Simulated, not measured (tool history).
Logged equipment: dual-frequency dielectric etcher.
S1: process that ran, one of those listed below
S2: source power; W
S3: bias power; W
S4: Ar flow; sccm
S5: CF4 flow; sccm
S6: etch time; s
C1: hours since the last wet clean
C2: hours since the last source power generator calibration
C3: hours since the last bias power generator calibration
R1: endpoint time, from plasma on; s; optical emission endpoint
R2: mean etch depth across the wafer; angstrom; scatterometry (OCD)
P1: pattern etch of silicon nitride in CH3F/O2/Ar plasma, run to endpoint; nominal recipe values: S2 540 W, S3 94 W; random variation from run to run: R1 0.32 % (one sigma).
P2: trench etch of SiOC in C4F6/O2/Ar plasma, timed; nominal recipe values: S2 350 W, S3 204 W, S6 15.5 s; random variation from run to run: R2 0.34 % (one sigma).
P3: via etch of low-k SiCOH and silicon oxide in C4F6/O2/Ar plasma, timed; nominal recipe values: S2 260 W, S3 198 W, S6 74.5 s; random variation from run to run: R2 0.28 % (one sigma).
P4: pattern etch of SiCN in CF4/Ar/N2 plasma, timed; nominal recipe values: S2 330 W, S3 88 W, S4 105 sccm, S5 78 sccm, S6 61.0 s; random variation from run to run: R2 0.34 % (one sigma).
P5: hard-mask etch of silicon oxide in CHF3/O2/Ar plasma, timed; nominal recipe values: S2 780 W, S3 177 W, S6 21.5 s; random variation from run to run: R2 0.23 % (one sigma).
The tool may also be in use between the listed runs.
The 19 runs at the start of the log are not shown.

| run | hour | S1 | S2 | S3 | S4 | S5 | S6 | C1 | C2 | C3 | R1 | R2 |
|---|---|---|---|---|---|---|---|---|---|---|---|---|
| 20 | 215.1 | P4 | 330 | 59 | 105 | 78 | 61.0 | 294.2 | 178.2 | 676.6 |  | 376.61 |
| 21 | 229.4 | P3 | 260 | 198 |  |  | 74.5 | 308.5 | 192.5 | 690.9 |  | 1791.30 |
| 22 | 243.9 | P2 | 350 | 204 |  |  | 11.5 | 323.0 | 207.0 | 705.4 |  | 228.61 |
| 23 | 256.0 | P3 | 260 | 198 |  |  | 108.0 | 335.1 | 219.1 | 717.5 |  | 2598.80 |
| 24 | 265.0 | P2 | 350 | 288 |  |  | 15.5 | 344.1 | 228.1 | 726.5 |  | 346.87 |
| 25 | 273.4 | P1 | 540 | 94 |  |  |  | 352.5 | 236.5 | 734.9 | 35.163 |  |
| 26 | 287.8 | P1 | 540 | 94 |  |  |  | 366.9 | 250.9 | 749.3 | 35.200 |  |
| 27 | 296.8 | P3 | 260 | 278 |  |  | 74.5 | 375.9 | 259.9 | 758.3 |  | 2013.10 |
| 28 | 310.8 | P4 | 330 | 88 | 134 | 78 | 61.0 | 389.9 | 273.9 | 772.3 |  | 417.81 |
| 29 | 317.4 | P1 | 540 | 130 |  |  |  | 396.5 | 280.5 | 778.9 | 31.170 |  |
| 30 | 329.2 | P4 | 330 | 88 | 105 | 46 | 61.0 | 408.3 | 292.3 | 790.7 |  | 403.67 |
| 31 | 341.9 | P5 | 980 | 177 |  |  | 21.5 | 421.0 | 305.0 | 803.4 |  | 529.19 |
| 32 | 349.3 | P1 | 540 | 94 |  |  |  | 428.4 | 312.4 | 810.8 | 35.216 |  |
| 33 | 357.7 | P1 | 540 | 94 |  |  |  | 436.8 | 320.8 | 819.2 | 35.238 |  |

What will run 34 give?
| 34 | 364.6 | P1 | 540 | 94 |  |  |  | 443.7 | 327.7 | 826.1 | ? |  |

R1: 35.444 s

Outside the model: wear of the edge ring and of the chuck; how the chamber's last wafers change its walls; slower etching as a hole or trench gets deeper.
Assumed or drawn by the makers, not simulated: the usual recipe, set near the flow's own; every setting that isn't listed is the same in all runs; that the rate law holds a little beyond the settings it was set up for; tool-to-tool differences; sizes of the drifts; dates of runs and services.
